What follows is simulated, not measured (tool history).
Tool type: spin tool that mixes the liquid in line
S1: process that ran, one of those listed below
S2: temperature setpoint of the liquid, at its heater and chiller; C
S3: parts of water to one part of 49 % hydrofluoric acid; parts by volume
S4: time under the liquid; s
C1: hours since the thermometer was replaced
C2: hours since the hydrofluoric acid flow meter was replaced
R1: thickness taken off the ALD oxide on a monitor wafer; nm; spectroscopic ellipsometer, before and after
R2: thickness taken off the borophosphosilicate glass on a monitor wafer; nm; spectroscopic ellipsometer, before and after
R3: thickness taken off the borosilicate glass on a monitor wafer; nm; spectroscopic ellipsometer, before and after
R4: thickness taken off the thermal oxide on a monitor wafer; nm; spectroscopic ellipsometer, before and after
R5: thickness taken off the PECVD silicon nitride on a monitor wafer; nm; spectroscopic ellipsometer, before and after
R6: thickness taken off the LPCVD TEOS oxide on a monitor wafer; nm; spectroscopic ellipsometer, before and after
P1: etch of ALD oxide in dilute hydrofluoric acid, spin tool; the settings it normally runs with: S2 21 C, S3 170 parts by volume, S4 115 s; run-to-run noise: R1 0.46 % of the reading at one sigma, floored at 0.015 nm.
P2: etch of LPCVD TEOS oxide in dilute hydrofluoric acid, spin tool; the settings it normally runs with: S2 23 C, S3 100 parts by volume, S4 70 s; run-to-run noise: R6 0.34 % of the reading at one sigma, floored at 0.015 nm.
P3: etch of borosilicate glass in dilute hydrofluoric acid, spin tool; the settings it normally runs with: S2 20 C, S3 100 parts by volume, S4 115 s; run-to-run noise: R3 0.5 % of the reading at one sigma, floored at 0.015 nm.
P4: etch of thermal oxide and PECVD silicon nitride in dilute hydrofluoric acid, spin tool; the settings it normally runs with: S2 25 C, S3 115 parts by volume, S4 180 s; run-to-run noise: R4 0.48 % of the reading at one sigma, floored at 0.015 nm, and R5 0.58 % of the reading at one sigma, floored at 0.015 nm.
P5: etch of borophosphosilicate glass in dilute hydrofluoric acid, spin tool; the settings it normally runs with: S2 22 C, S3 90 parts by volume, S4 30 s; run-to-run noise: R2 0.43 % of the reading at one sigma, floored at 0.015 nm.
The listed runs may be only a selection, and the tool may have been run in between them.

run 1 hour=12.3 | S1=P1 S2=21 S3=170 S4=115 | C1=1208.9 C2=1753.5 | R1=17.435
run 2 hour=24 | S1=P1 S2=21 S3=45 S4=115 | C1=1220.6 C2=1765.2 | R1=76.467
run 3 hour=38.7 | S1=P5 S2=22 S3=55 S4=30 | C1=1235.3 C2=1779.9 | R2=25.659
run 4 hour=52.1 | S1=P3 S2=17 S3=100 S4=115 | C1=1248.7 C2=1793.3 | R3=31.923
run 5 hour=60.4 | S1=P4 S2=25 S3=115 S4=305 | C1=1257 C2=1801.6 | R4=13.453 R5=7.7151
run 6 hour=68 | S1=P5 S2=22 S3=90 S4=60 | C1=1264.6 C2=1809.2 | R2=30.07
run 7 hour=74.8 | S1=P1 S2=21 S3=255 S4=205 | C1=1271.4 C2=1816 | R1=19.152
run 8 hour=82.4 | S1=P4 S2=18.5 S3=115 S4=180 | C1=1279 C2=1823.6 | R4=6.0887 R5=2.9477
run 9 hour=91 | S1=P1 S2=21 S3=300 S4=115 | C1=1287.6 C2=1832.2 | R1=8.7364
run 10 hour=105.7 | S1=P1 S2=21 S3=170 S4=175 | C1=1302.3 C2=1846.9 | R1=26.702
run 11 hour=116.4 | S1=P1 S2=21 S3=170 S4=115 | C1=1313 C2=1857.6 | R1=17.524
run 12 hour=130.3 | S1=P1 S2=21 S3=170 S4=25 | C1=1326.9 C2=1871.5 | R1=3.8025
run 13 hour=140.7 | S1=P5 S2=30 S3=90 S4=30 | C1=1337.3 C2=1881.9 | R2=20.636
run 14 hour=150 | S1=P5 S2=22 S3=90 S4=30 | C1=1346.6 C2=1891.2 | R2=15.162
run 15 hour=164.6 | S1=P3 S2=20 S3=100 S4=115 | C1=1361.2 C2=1905.8 | R3=35.92
run 16 hour=178.5 | S1=P1 S2=27.5 S3=170 S4=115 | C1=1375.1 C2=1919.7 | R1=22.251
run 17 hour=190 | S1=P4 S2=25 S3=115 S4=180 | C1=1386.6 C2=1931.2 | R4=7.8666 R5=4.5328
run 18 hour=203.9 | S1=P3 S2=20 S3=100 S4=115 | C1=1400.5 C2=1945.1 | R3=35.841
run 19 hour=212.8 | S1=P3 S2=20 S3=60 S4=115 | C1=1409.4 C2=1954 | R3=62.305
run 20 hour=227.4 | S1=P2 S2=23 S3=100 S4=135 | C1=1424 C2=1968.6 | R6=72.106
run 21 hour=234.4 | S1=P2 S2=23 S3=100 S4=70 | C1=1431 C2=1975.6 | R6=37.445
run 22 hour=243 | S1=P1 S2=21 S3=170 S4=115 | C1=1439.6 C2=1984.2 | R1=17.327
run 23 hour=255.7 | S1=P2 S2=23 S3=100 S4=70 | C1=1452.3 C2=1996.9 | R6=37.227
run 24 hour=263.3 | S1=P2 S2=23 S3=55 S4=70 | C1=1459.9 C2=2004.5 | R6=71.491
run 25 hour=271 | S1=P1 S2=21 S3=170 S4=115 | C1=1467.6 C2=2012.2 | R1=17.565
run 26 hour=284.7 | S1=P1 S2=21 S3=170 S4=115 | C1=1481.3 C2=2025.9 | R1=17.48
run 27 hour=295.8 | S1=P1 S2=17 S3=170 S4=115 | C1=1492.4 C2=2037 | R1=14.933
run 28 hour=305.5 | S1=P2 S2=29.5 S3=100 S4=70 | C1=1502.1 C2=2046.7 | R6=48.161
run 29 hour=314.2 | S1=P1 S2=28 S3=170 S4=165 | C1=1510.8 C2=2055.4 | R1=32.534
run 30 hour=326.6 | S1=P1 S2=21 S3=240 S4=60 | C1=1523.2 C2=2067.8 | R1=5.9796
run 31 hour=338.1 | S1=P4 S2=25 S3=20 S4=180 | C1=1534.7 C2=2079.3 | R4=51.713 R5=25.291
run 32 hour=351.6 | S1=P1 S2=21 S3=170 S4=115 | C1=1548.2 C2=2092.8 | R1=17.428
run 33 hour=358.5 | S1=P4 S2=25 S3=115 S4=180 | C1=1555.1 C2=2099.7 | R4=7.955 R5=4.5113
run 34 hour=370.7 | S1=P3 S2=20 S3=100 S4=55 | C1=1567.3 C2=2111.9 | R3=17.195
run 35 hour=384.4 | S1=P1 S2=21 S3=170 S4=115 | C1=1581 C2=2125.6 | R1=17.557
run 36 hour=398.3 | S1=P1 S2=21 S3=170 S4=115 | C1=1594.9 C2=2139.5 | R1=16.778
run 37 hour=409.9 | S1=P1 S2=21 S3=170 S4=115 | C1=1606.5 C2=2151.1 | R1=16.639
run 38 hour=420.9 | S1=P1 S2=21 S3=170 S4=115 | C1=1617.5 C2=2162.1 | R1=16.391
run 39 hour=435.5 | S1=P1 S2=21 S3=170 S4=115 | C1=1632.1 C2=2176.7 | R1=16.225
run 40 hour=442.4 | S1=P1 S2=21 S3=170 S4=115 | C1=1639 C2=2183.6 | R1=16.309
run 41 hour=453.3 | S1=P1 S2=21 S3=170 S4=115 | C1=1649.9 C2=2194.5 | R1=16.248
run 42 hour=468.1 | S1=P1 S2=21 S3=170 S4=115 | C1=1664.7 C2=2209.3 | R1=16.189

What P1 gives has crept away from where it was. These 2 causes fit the log equally well, each at the size given:
A: liquid colder than its thermometer reads (K) = 1.9
B: hydrofluoric acid flow below the setpoint (%) = 6.1
The onset of the drift is placed at about hour 384.4.

Below are 4 check runs, each on a single wafer, with their results shown as question marks. Which of them would tell the listed causes apart, meaning the causes would give clearly different results under it?
run check 1 hour=482.9 | S1=P5 S2=22 S3=90 S4=30 | R2=?
run check 2 hour=482.9 | S1=P4 S2=25 S3=115 S4=180 | R4=? R5=?
run check 3 hour=482.9 | S1=P3 S2=20 S3=100 S4=115 | R3=?
run check 4 hour=482.9 | S1=P2 S2=23 S3=100 S4=70 | R6=?

If the cause were each of the candidates in turn, the checks would give the following:
check=check_1 result=R2 if_A=13.977 if_B=14.088
check=check_2 result=R4 if_A=7.33 if_B=7.3473
check=check_2 result=R5 if_A=4.033 if_B=4.2907
check=check_3 result=R3 if_A=33.175 if_B=33.458
check=check_4 result=R6 if_A=34.507 if_B=34.711
Per check, the gap between the least separated pair of causes, taken in the result that splits them most: check 1 0.79 %; check 2 6.19 %; check 3 0.85 %; check 4 0.59 %
Only check 2 tells the causes apart: in the others they would give nearly the same result.

The results of check 2 are: R4 7.3601 nm; R5 4.0244 nm. Based on these, which of the listed causes is it?

It is A: liquid colder than its thermometer reads (K).

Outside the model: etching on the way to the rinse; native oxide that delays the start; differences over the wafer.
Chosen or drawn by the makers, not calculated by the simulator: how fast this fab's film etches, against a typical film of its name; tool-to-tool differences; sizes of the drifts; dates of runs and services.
